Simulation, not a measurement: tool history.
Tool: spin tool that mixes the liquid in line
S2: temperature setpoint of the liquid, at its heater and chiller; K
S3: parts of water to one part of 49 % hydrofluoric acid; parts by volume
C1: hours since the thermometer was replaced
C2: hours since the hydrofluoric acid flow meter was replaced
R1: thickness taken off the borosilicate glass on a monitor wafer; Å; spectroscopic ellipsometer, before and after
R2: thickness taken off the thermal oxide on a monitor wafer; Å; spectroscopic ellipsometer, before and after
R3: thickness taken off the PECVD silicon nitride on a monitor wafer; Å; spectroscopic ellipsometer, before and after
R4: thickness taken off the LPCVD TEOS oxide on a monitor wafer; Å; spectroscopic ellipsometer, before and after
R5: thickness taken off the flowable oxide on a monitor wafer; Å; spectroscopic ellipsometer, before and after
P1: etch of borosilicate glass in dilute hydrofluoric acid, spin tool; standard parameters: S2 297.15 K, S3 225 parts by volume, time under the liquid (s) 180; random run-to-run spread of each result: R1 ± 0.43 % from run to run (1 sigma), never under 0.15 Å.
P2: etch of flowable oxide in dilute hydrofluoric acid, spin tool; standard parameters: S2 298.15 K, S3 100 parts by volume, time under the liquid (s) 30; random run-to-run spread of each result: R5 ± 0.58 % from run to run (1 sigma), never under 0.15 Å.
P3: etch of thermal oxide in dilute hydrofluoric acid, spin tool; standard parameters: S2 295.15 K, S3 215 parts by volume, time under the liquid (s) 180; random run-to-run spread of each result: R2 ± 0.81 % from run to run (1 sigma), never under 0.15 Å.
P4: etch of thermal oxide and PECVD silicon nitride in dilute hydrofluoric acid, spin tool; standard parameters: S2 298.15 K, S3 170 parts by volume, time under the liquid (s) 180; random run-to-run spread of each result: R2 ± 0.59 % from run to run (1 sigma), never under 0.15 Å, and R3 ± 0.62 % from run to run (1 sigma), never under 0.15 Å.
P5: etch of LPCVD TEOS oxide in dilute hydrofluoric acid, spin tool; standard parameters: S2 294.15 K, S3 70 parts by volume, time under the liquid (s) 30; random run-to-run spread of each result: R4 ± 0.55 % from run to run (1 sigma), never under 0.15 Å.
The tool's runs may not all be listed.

{"run": 1, "day": 0.183, "process that ran": "P1", "S2": 297.15, "S3": 225, "time under the liquid (s)": 180, "C1": 828.3, "C2": 601.9, "R1": 389.37}
{"run": 2, "day": 0.296, "process that ran": "P4", "S2": 298.15, "S3": 170, "time under the liquid (s)": 40, "C1": 831.0, "C2": 604.6, "R2": 11.342, "R3": 9.1903}
{"run": 3, "day": 0.488, "process that ran": "P1", "S2": 297.15, "S3": 225, "time under the liquid (s)": 65, "C1": 835.6, "C2": 609.2, "R1": 140.89}
{"run": 4, "day": 0.662, "process that ran": "P5", "S2": 301.15, "S3": 70, "time under the liquid (s)": 30, "C1": 839.8, "C2": 613.4, "R4": 208.24}
{"run": 5, "day": 0.854, "process that ran": "P1", "S2": 297.15, "S3": 225, "time under the liquid (s)": 180, "C1": 844.4, "C2": 618.0, "R1": 391.89}
{"run": 6, "day": 1.012, "process that ran": "P1", "S2": 297.15, "S3": 330, "time under the liquid (s)": 180, "C1": 848.2, "C2": 621.8, "R1": 240.56}
{"run": 7, "day": 1.133, "process that ran": "P2", "S2": 292.65, "S3": 100, "time under the liquid (s)": 30, "C1": 851.1, "C2": 624.7, "R5": 120.26}
{"run": 8, "day": 1.283, "process that ran": "P1", "S2": 304.15, "S3": 145, "time under the liquid (s)": 180, "C1": 854.7, "C2": 628.3, "R1": 858.1}
{"run": 9, "day": 1.408, "process that ran": "P3", "S2": 295.15, "S3": 215, "time under the liquid (s)": 60, "C1": 857.7, "C2": 631.3, "R2": 10.776}
{"run": 10, "day": 1.617, "process that ran": "P2", "S2": 298.15, "S3": 100, "time under the liquid (s)": 30, "C1": 862.7, "C2": 636.3, "R5": 151.25}
{"run": 11, "day": 1.858, "process that ran": "P1", "S2": 292.15, "S3": 225, "time under the liquid (s)": 180, "C1": 868.5, "C2": 642.1, "R1": 324.86}
{"run": 12, "day": 1.996, "process that ran": "P1", "S2": 297.15, "S3": 225, "time under the liquid (s)": 180, "C1": 871.8, "C2": 645.4, "R1": 388.57}
{"run": 13, "day": 2.175, "process that ran": "P5", "S2": 294.15, "S3": 70, "time under the liquid (s)": 30, "C1": 876.1, "C2": 649.7, "R4": 157.21}
{"run": 14, "day": 2.321, "process that ran": "P5", "S2": 294.15, "S3": 70, "time under the liquid (s)": 15, "C1": 879.6, "C2": 653.2, "R4": 78.859}
{"run": 15, "day": 2.533, "process that ran": "P3", "S2": 290.15, "S3": 215, "time under the liquid (s)": 180, "C1": 884.7, "C2": 658.3, "R2": 26.483}
{"run": 16, "day": 2.642, "process that ran": "P4", "S2": 298.15, "S3": 265, "time under the liquid (s)": 180, "C1": 887.3, "C2": 660.9, "R2": 29.583, "R3": 26.975}
{"run": 17, "day": 2.804, "process that ran": "P1", "S2": 297.15, "S3": 225, "time under the liquid (s)": 360, "C1": 891.2, "C2": 664.8, "R1": 787.85}
{"run": 18, "day": 3.046, "process that ran": "P1", "S2": 297.15, "S3": 225, "time under the liquid (s)": 180, "C1": 897.0, "C2": 670.6, "R1": 386.66}
{"run": 19, "day": 3.279, "process that ran": "P3", "S2": 295.15, "S3": 375, "time under the liquid (s)": 180, "C1": 902.6, "C2": 676.2, "R2": 15.588}
{"run": 20, "day": 3.4, "process that ran": "P5", "S2": 294.15, "S3": 125, "time under the liquid (s)": 30, "C1": 905.5, "C2": 679.1, "R4": 83.286}
{"run": 21, "day": 3.567, "process that ran": "P2", "S2": 298.15, "S3": 100, "time under the liquid (s)": 15, "C1": 909.5, "C2": 683.1, "R5": 74.532}
{"run": 22, "day": 3.725, "process that ran": "P4", "S2": 298.15, "S3": 170, "time under the liquid (s)": 180, "C1": 913.3, "C2": 686.9, "R2": 50.963, "R3": 42.126}
{"run": 23, "day": 3.862, "process that ran": "P1", "S2": 297.15, "S3": 225, "time under the liquid (s)": 180, "C1": 916.6, "C2": 690.2, "R1": 388.31}
{"run": 24, "day": 4.079, "process that ran": "P1", "S2": 304.65, "S3": 225, "time under the liquid (s)": 180, "C1": 921.8, "C2": 695.4, "R1": 506.41}
{"run": 25, "day": 4.238, "process that ran": "P2", "S2": 298.15, "S3": 100, "time under the liquid (s)": 30, "C1": 925.6, "C2": 699.2, "R5": 149.55}
{"run": 26, "day": 4.362, "process that ran": "P1", "S2": 297.15, "S3": 80, "time under the liquid (s)": 180, "C1": 928.6, "C2": 702.2, "R1": 1286.9}
{"run": 27, "day": 4.483, "process that ran": "P4", "S2": 294.65, "S3": 170, "time under the liquid (s)": 180, "C1": 931.5, "C2": 705.1, "R2": 44.623, "R3": 33.341}
{"run": 28, "day": 4.646, "process that ran": "P2", "S2": 298.15, "S3": 175, "time under the liquid (s)": 30, "C1": 935.4, "C2": 709.0, "R5": 77.841}

Run 29 comes next. What will it give?
{"run": 29, "day": 4.883, "process that ran": "P1", "S2": 297.15, "S3": 225, "time under the liquid (s)": 180, "C1": 941.1, "C2": 714.7, "R1": "?"}

R1: 393.65 Å
